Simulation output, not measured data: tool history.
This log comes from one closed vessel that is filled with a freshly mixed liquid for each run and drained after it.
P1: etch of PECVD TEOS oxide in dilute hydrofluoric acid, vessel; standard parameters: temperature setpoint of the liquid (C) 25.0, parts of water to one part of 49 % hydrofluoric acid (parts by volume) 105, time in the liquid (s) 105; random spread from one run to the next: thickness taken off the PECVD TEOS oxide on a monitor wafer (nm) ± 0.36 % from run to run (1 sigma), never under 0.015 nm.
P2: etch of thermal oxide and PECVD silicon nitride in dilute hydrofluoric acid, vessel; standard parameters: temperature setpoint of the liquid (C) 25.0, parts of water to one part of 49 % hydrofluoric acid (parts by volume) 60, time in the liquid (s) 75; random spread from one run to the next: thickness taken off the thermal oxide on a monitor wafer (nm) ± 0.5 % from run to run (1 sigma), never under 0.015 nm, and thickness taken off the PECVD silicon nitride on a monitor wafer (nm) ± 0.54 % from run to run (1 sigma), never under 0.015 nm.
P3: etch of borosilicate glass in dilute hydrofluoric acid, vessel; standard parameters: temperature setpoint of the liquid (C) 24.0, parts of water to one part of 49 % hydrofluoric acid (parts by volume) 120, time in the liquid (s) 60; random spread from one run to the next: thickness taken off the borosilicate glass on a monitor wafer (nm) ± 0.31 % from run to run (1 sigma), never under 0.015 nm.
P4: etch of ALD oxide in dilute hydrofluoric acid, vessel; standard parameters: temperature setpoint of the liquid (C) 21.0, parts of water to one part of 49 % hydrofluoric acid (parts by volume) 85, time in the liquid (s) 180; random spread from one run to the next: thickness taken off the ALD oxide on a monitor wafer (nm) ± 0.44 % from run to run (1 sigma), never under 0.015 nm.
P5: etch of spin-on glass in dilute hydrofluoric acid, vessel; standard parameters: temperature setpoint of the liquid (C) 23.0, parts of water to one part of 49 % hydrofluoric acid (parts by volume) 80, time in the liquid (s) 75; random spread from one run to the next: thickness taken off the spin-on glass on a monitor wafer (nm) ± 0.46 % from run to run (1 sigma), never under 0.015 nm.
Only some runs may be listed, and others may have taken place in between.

run,hour,process that ran,temperature setpoint of the liquid (C),parts of water to one part of 49 % hydrofluoric acid (parts by volume),time in the liquid (s),hours since the thermometer was replaced,hours since the hydrofluoric acid flow meter was replaced,thickness taken off the PECVD TEOS oxide on a monitor wafer (nm),thickness taken off the borosilicate glass on a monitor wafer (nm),thickness taken off the thermal oxide on a monitor wafer (nm),thickness taken off the PECVD silicon nitride on a monitor wafer (nm),thickness taken off the ALD oxide on a monitor wafer (nm),thickness taken off the spin-on glass on a monitor wafer (nm)
1,5.6,P1,25.0,105,105,746.3,1567.3,9.4787,,,,,
2,9.7,P1,25.0,105,30,750.4,1571.4,2.6965,,,,,
3,13.2,P3,24.0,120,105,753.9,1574.9,,31.972,,,,
4,16.1,P2,31.5,60,75,756.8,1577.8,,,8.7050,7.6007,,
5,19.7,P4,21.0,120,180,760.4,1581.4,,,,,21.957,
6,22.4,P1,30.0,105,105,763.1,1584.1,11.3670,,,,,
7,26.8,P4,21.0,85,180,767.5,1588.5,,,,,32.295,
8,29.6,P1,25.0,155,105,770.3,1591.3,6.0154,,,,,
9,35.1,P1,30.0,105,45,775.8,1596.8,4.9372,,,,,
10,39.2,P5,23.0,80,130,779.9,1600.9,,,,,,73.206
11,43.3,P1,20.0,105,105,784.0,1605.0,7.7141,,,,,
12,47.7,P3,20.0,120,60,788.4,1609.4,,15.495,,,,
13,51.9,P5,23.0,35,75,792.6,1613.6,,,,,,102.360
14,56.8,P1,25.0,105,105,797.5,1618.5,9.4938,,,,,
15,61.8,P1,25.0,40,105,802.5,1623.5,27.2470,,,,,
16,67.8,P1,25.0,105,105,808.5,1629.5,9.4295,,,,,
# hour 72.4: hydrofluoric acid flow meter replaced
17,73.3,P2,25.0,95,75,814.0,0.9,,,4.0877,3.1536,,
18,76.3,P3,24.0,120,60,817.0,3.9,,18.139,,,,
19,81.3,P1,25.0,105,105,822.0,8.9,9.4021,,,,,
20,86.4,P4,21.0,85,350,827.1,14.0,,,,,63.021,
21,91.2,P2,25.0,60,75,831.9,18.8,,,6.7259,5.0059,,
22,94.5,P1,25.0,105,105,835.2,22.1,9.4421,,,,,
23,98.8,P1,25.0,170,30,839.5,26.4,1.5630,,,,,
24,101.6,P5,26.5,80,75,842.3,29.2,,,,,,48.924
25,106.3,P3,24.0,120,60,847.0,33.9,,18.272,,,,
26,112.0,P5,23.0,80,75,852.7,39.6,,,,,,42.416
27,115.3,P3,24.0,50,60,856.0,42.9,,47.785,,,,
28,120.1,P1,25.0,105,105,860.8,47.7,9.4779,,,,,
29,122.8,P2,25.0,60,30,863.5,50.4,,,2.7136,2.0286,,
30,126.7,P1,25.0,105,195,867.4,54.3,17.4360,,,,,
31,132.5,P4,28.0,85,180,873.2,60.1,,,,,42.674,
32,135.7,P4,21.0,85,180,876.4,63.3,,,,,32.274,
33,141.5,P1,25.0,105,105,882.2,69.1,9.4520,,,,,
34,144.4,P1,25.0,105,105,885.1,72.0,9.6272,,,,,
35,148.0,P1,25.0,105,105,888.7,75.6,9.7478,,,,,
36,151.8,P1,25.0,105,105,892.5,79.4,9.9330,,,,,
37,154.9,P1,25.0,105,105,895.6,82.5,9.9211,,,,,
38,159.8,P1,25.0,105,105,900.5,87.4,9.8985,,,,,
39,163.9,P1,25.0,105,105,904.6,91.5,9.9781,,,,,

Something has made what P1 gives creep away from where it was; the 2 causes below, each at its own stated size, fit the log equally well:
A: liquid hotter than its thermometer reads (K) = 1.39
B: hydrofluoric acid flow above the setpoint (%) = 4.88
The drift started at roughly hour 141.5.

Which of the 4 check runs listed below separates the causes, so that each cause would produce a clearly different result? Each run uses one wafer, and its results are marked with question marks.
check 1,168.0,P3,24.0,120,60,,,,?,,,,
check 2,168.0,P5,23.0,80,75,,,,,,,,?
check 3,168.0,P4,21.0,85,180,,,,,,,?,
check 4,168.0,P2,25.0,60,75,,,,,?,?,,

If the cause were each of the candidates in turn, the checks would give the following:
check,result,if A,if B
check 1,thickness taken off the borosilicate glass on a monitor wafer (nm),19.196,19.204
check 2,thickness taken off the spin-on glass on a monitor wafer (nm),44.728,44.558
check 3,thickness taken off the ALD oxide on a monitor wafer (nm),34.150,33.993
check 4,thickness taken off the thermal oxide on a monitor wafer (nm),7.1499,7.1170
check 4,thickness taken off the PECVD silicon nitride on a monitor wafer (nm),5.4615,5.2197
Per check, the gap between the least separated pair of causes, taken in the result that splits them most: check 1 0.04 %; check 2 0.38 %; check 3 0.46 %; check 4 4.53 %
Check 4 distinguishes between the causes, while the remaining checks would return nearly the same result for all of them.

With check 4 done, the readings were: thickness taken off the thermal oxide on a monitor wafer (nm) 7.0951; thickness taken off the PECVD silicon nitride on a monitor wafer (nm) 5.2479. Identify which of the listed causes applies.

It was cause B: hydrofluoric acid flow above the setpoint (%).
